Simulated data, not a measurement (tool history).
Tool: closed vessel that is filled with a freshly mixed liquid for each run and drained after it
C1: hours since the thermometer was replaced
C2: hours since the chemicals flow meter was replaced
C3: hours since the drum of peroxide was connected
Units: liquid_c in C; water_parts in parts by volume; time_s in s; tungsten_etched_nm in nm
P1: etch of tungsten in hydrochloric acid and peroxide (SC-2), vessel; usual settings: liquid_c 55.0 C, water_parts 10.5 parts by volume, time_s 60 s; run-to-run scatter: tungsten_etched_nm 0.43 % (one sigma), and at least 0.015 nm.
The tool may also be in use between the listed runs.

{"run": 1, "hour": 11.0, "liquid_c": 55.0, "water_parts": 10.5, "time_s": 60, "C1": 1355.2, "C2": 319.3, "C3": 179.0, "tungsten_etched_nm": 21.63}
{"run": 2, "hour": 25.0, "liquid_c": 55.0, "water_parts": 14.0, "time_s": 30, "C1": 1369.2, "C2": 333.3, "C3": 193.0, "tungsten_etched_nm": 8.2656}
{"run": 3, "hour": 33.7, "liquid_c": 55.0, "water_parts": 10.5, "time_s": 60, "C1": 1377.9, "C2": 342.0, "C3": 201.7, "tungsten_etched_nm": 21.315}
{"run": 4, "hour": 42.3, "liquid_c": 55.0, "water_parts": 10.5, "time_s": 60, "C1": 1386.5, "C2": 350.6, "C3": 210.3, "tungsten_etched_nm": 21.452}
{"run": 5, "hour": 48.8, "liquid_c": 55.0, "water_parts": 18.5, "time_s": 60, "C1": 1393.0, "C2": 357.1, "C3": 216.8, "tungsten_etched_nm": 13.091}
{"run": 6, "hour": 55.1, "liquid_c": 55.0, "water_parts": 4.0, "time_s": 30, "C1": 1399.3, "C2": 363.4, "C3": 223.1, "tungsten_etched_nm": 22.395}
{"hour": 61.9, "done": "thermometer replaced"}
{"run": 7, "hour": 65.5, "liquid_c": 55.0, "water_parts": 10.5, "time_s": 60, "C1": 3.6, "C2": 373.8, "C3": 233.5, "tungsten_etched_nm": 21.328}
{"run": 8, "hour": 77.2, "liquid_c": 55.0, "water_parts": 10.5, "time_s": 60, "C1": 15.3, "C2": 385.5, "C3": 245.2, "tungsten_etched_nm": 21.412}
{"run": 9, "hour": 90.5, "liquid_c": 55.0, "water_parts": 10.5, "time_s": 30, "C1": 28.6, "C2": 398.8, "C3": 258.5, "tungsten_etched_nm": 10.652}
{"run": 10, "hour": 104.2, "liquid_c": 38.5, "water_parts": 10.5, "time_s": 60, "C1": 42.3, "C2": 412.5, "C3": 272.2, "tungsten_etched_nm": 6.9217}
{"run": 11, "hour": 116.6, "liquid_c": 55.0, "water_parts": 10.5, "time_s": 115, "C1": 54.7, "C2": 424.9, "C3": 284.6, "tungsten_etched_nm": 41.226}
{"run": 12, "hour": 129.6, "liquid_c": 69.0, "water_parts": 10.5, "time_s": 60, "C1": 67.7, "C2": 437.9, "C3": 297.6, "tungsten_etched_nm": 50.879}
{"run": 13, "hour": 144.1, "liquid_c": 55.0, "water_parts": 4.0, "time_s": 60, "C1": 82.2, "C2": 452.4, "C3": 312.1, "tungsten_etched_nm": 44.528}
{"run": 14, "hour": 158.3, "liquid_c": 55.0, "water_parts": 10.5, "time_s": 60, "C1": 96.4, "C2": 466.6, "C3": 326.3, "tungsten_etched_nm": 21.321}
{"run": 15, "hour": 165.8, "liquid_c": 55.0, "water_parts": 10.5, "time_s": 60, "C1": 103.9, "C2": 474.1, "C3": 333.8, "tungsten_etched_nm": 20.642}
{"run": 16, "hour": 177.7, "liquid_c": 55.0, "water_parts": 10.5, "time_s": 60, "C1": 115.8, "C2": 486.0, "C3": 345.7, "tungsten_etched_nm": 19.852}
{"run": 17, "hour": 188.5, "liquid_c": 55.0, "water_parts": 10.5, "time_s": 60, "C1": 126.6, "C2": 496.8, "C3": 356.5, "tungsten_etched_nm": 19.869}
{"run": 18, "hour": 196.2, "liquid_c": 55.0, "water_parts": 10.5, "time_s": 60, "C1": 134.3, "C2": 504.5, "C3": 364.2, "tungsten_etched_nm": 19.585}
{"hour": 205.9, "done": "new drum of peroxide connected"}
{"run": 19, "hour": 206.5, "liquid_c": 55.0, "water_parts": 10.5, "time_s": 60, "C1": 144.6, "C2": 514.8, "C3": 0.6, "tungsten_etched_nm": 19.518}
{"run": 20, "hour": 214.3, "liquid_c": 55.0, "water_parts": 10.5, "time_s": 60, "C1": 152.4, "C2": 522.6, "C3": 8.4, "tungsten_etched_nm": 19.464}
{"run": 21, "hour": 225.9, "liquid_c": 55.0, "water_parts": 10.5, "time_s": 60, "C1": 164.0, "C2": 534.2, "C3": 20.0, "tungsten_etched_nm": 19.411}

What P1 gives has crept away from where it was. These 2 causes fit the log equally well, each at the size given:
A: liquid colder than its thermometer reads (K) = 1.39
B: chemicals flow below the setpoint (%) = 10.1
The creep began at about hour 158.3.
Why every other cause is out:
peroxide weaker than its label (%): serviced at hour 205.9, which brought nothing back

4 check runs are offered, each on 2 wafers whose results are averaged, their results left as question marks. Which one tells the causes apart?
{"run": "check 1", "hour": 237.5, "liquid_c": 46.0, "water_parts": 10.5, "time_s": 105, "tungsten_etched_nm": "?"}
{"run": "check 2", "hour": 237.5, "liquid_c": 69.0, "water_parts": 10.5, "time_s": 115, "tungsten_etched_nm": "?"}
{"run": "check 3", "hour": 237.5, "liquid_c": 55.0, "water_parts": 16.5, "time_s": 30, "tungsten_etched_nm": "?"}
{"run": "check 4", "hour": 237.5, "liquid_c": 39.0, "water_parts": 4.0, "time_s": 60, "tungsten_etched_nm": "?"}

What each check would give under each cause:
check=check_1 result=tungsten_etched_nm if_A=18.6830 if_B=18.7810
check=check_2 result=tungsten_etched_nm if_A=89.7980 if_B=89.1540
check=check_3 result=tungsten_etched_nm if_A=6.5952 if_B=6.5607
check=check_4 result=tungsten_etched_nm if_A=13.5770 if_B=13.9570
How far apart the two closest causes lie, in the result that separates them most: check 1 0.52 %; check 2 0.72 %; check 3 0.52 %; check 4 2.76 %
Check 4 tells the causes apart: in the others they would give nearly the same result.

Check 4 was then run and gave: tungsten_etched_nm 13.5720 nm. Which cause is it?

It is A: liquid colder than its thermometer reads (K).
